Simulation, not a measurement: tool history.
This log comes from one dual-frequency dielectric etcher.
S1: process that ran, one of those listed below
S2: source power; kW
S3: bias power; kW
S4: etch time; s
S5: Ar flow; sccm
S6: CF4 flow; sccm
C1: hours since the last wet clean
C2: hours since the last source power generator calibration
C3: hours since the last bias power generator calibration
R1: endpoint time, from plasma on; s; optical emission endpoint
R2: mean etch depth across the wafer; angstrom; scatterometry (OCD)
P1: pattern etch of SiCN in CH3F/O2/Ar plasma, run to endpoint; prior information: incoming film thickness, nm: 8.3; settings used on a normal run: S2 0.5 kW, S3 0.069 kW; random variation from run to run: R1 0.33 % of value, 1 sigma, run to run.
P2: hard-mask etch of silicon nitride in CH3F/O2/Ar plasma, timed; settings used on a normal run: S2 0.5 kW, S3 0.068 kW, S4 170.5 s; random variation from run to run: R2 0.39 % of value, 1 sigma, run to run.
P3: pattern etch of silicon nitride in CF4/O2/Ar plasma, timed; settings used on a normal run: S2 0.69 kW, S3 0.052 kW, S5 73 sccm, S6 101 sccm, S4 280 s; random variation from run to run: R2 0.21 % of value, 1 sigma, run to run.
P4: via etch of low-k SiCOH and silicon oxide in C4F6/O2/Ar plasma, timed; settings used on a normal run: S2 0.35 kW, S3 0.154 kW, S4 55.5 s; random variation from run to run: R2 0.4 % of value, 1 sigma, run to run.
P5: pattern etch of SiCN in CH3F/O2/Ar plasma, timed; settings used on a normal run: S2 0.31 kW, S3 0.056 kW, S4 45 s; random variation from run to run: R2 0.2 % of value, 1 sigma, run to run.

{"run": 1, "day": 0.488, "S1": "P1", "S2": 0.5, "S3": 0.069, "C1": 142.6, "C2": 1649.3, "C3": 1839.3, "R1": 20.375}
{"run": 2, "day": 0.904, "S1": "P1", "S2": 0.5, "S3": 0.069, "C1": 152.6, "C2": 1659.3, "C3": 1849.3, "R1": 20.253}
{"run": 3, "day": 1.242, "S1": "P1", "S2": 0.5, "S3": 0.094, "C1": 160.7, "C2": 1667.4, "C3": 1857.4, "R1": 18.192}
{"run": 4, "day": 1.688, "S1": "P4", "S2": 0.35, "S3": 0.154, "S4": 55.5, "C1": 171.4, "C2": 1678.1, "C3": 1868.1, "R2": 1305.9}
{"run": 5, "day": 2.108, "S1": "P1", "S2": 0.5, "S3": 0.069, "C1": 181.5, "C2": 1688.2, "C3": 1878.2, "R1": 20.338}
{"run": 6, "day": 2.542, "S1": "P4", "S2": 0.35, "S3": 0.154, "S4": 55.5, "C1": 191.9, "C2": 1698.6, "C3": 1888.6, "R2": 1302.9}
{"run": 7, "day": 2.9, "S1": "P5", "S2": 0.31, "S3": 0.04, "S4": 45, "C1": 200.5, "C2": 1707.2, "C3": 1897.2, "R2": 127.55}
{"run": 8, "day": 3.2, "S1": "P1", "S2": 0.5, "S3": 0.069, "C1": 207.7, "C2": 1714.4, "C3": 1904.4, "R1": 20.357}
{"run": 9, "day": 3.55, "S1": "P4", "S2": 0.48, "S3": 0.154, "S4": 55.5, "C1": 216.1, "C2": 1722.8, "C3": 1912.8, "R2": 1490.3}
{"run": 10, "day": 3.988, "S1": "P2", "S2": 0.37, "S3": 0.068, "S4": 170.5, "C1": 226.6, "C2": 1733.3, "C3": 1923.3, "R2": 1102.5}
{"run": 11, "day": 4.417, "S1": "P2", "S2": 0.5, "S3": 0.068, "S4": 170.5, "C1": 236.9, "C2": 1743.6, "C3": 1933.6, "R2": 1243.5}
{"run": 12, "day": 4.688, "S1": "P2", "S2": 0.5, "S3": 0.068, "S4": 94, "C1": 243.4, "C2": 1750.1, "C3": 1940.1, "R2": 683.07}
{"run": 13, "day": 4.908, "S1": "P1", "S2": 0.5, "S3": 0.069, "C1": 248.7, "C2": 1755.4, "C3": 1945.4, "R1": 20.275}
{"run": 14, "day": 5.142, "S1": "P3", "S2": 0.69, "S3": 0.052, "S4": 280, "S5": 73, "S6": 142, "C1": 254.3, "C2": 1761, "C3": 1951, "R2": 7659.2}
{"run": 15, "day": 5.417, "S1": "P3", "S2": 0.69, "S3": 0.052, "S4": 187.5, "S5": 73, "S6": 101, "C1": 260.9, "C2": 1767.6, "C3": 1957.6, "R2": 4936.4}
{"run": 16, "day": 5.883, "S1": "P1", "S2": 0.5, "S3": 0.045, "C1": 272.1, "C2": 1778.8, "C3": 1968.8, "R1": 23.372}
{"run": 17, "day": 6.179, "S1": "P1", "S2": 0.4, "S3": 0.095, "C1": 279.2, "C2": 1785.9, "C3": 1975.9, "R1": 19.799}
{"run": 18, "day": 6.662, "S1": "P1", "S2": 0.61, "S3": 0.069, "C1": 290.8, "C2": 1797.5, "C3": 1987.5, "R1": 18.821}
{"run": 19, "day": 6.946, "S1": "P1", "S2": 0.35, "S3": 0.069, "C1": 297.6, "C2": 1804.3, "C3": 1994.3, "R1": 23.116}
{"run": 20, "day": 7.167, "S1": "P3", "S2": 0.69, "S3": 0.042, "S4": 280, "S5": 73, "S6": 101, "C1": 302.9, "C2": 1809.6, "C3": 1999.6, "R2": 6861.3}
{"run": 21, "day": 7.417, "S1": "P3", "S2": 0.69, "S3": 0.052, "S4": 280, "S5": 73, "S6": 101, "C1": 308.9, "C2": 1815.6, "C3": 2005.6, "R2": 7389.4}
{"run": 22, "day": 7.675, "S1": "P1", "S2": 0.66, "S3": 0.044, "C1": 315.1, "C2": 1821.8, "C3": 2011.8, "R1": 21.22}
{"run": 23, "day": 8.104, "S1": "P5", "S2": 0.31, "S3": 0.056, "S4": 45, "C1": 325.4, "C2": 1832.1, "C3": 2022.1, "R2": 142.24}
{"run": 24, "day": 8.462, "S1": "P1", "S2": 0.5, "S3": 0.069, "C1": 334, "C2": 1840.7, "C3": 2030.7, "R1": 20.359}
{"run": 25, "day": 8.762, "S1": "P2", "S2": 0.5, "S3": 0.093, "S4": 170.5, "C1": 341.2, "C2": 1847.9, "C3": 2037.9, "R2": 1374.4}
{"run": 26, "day": 9.075, "S1": "P1", "S2": 0.64, "S3": 0.042, "C1": 348.7, "C2": 1855.4, "C3": 2045.4, "R1": 21.609}
{"run": 27, "day": 9.392, "S1": "P3", "S2": 0.87, "S3": 0.052, "S4": 280, "S5": 73, "S6": 101, "C1": 356.3, "C2": 1863, "C3": 2053, "R2": 9065.1}
{"run": 28, "day": 9.879, "S1": "P4", "S2": 0.35, "S3": 0.154, "S4": 80, "C1": 368, "C2": 1874.7, "C3": 2064.7, "R2": 1884.7}
{"run": 29, "day": 10.167, "S1": "P5", "S2": 0.31, "S3": 0.056, "S4": 55, "C1": 374.9, "C2": 1881.6, "C3": 2071.6, "R2": 174.08}
{"run": 30, "day": 10.471, "S1": "P3", "S2": 0.69, "S3": 0.052, "S4": 280, "S5": 73, "S6": 101, "C1": 382.2, "C2": 1888.9, "C3": 2078.9, "R2": 7379.6}
{"run": 31, "day": 10.783, "S1": "P5", "S2": 0.39, "S3": 0.056, "S4": 45, "C1": 389.7, "C2": 1896.4, "C3": 2086.4, "R2": 155.46}

Run 32 comes next. What will it give?
{"run": 32, "day": 11.162, "S1": "P4", "S2": 0.35, "S3": 0.104, "S4": 55.5, "C1": 398.8, "C2": 1905.5, "C3": 2095.5, "R2": "?"}

Logged for run 32: R2 1163.7 angstrom.
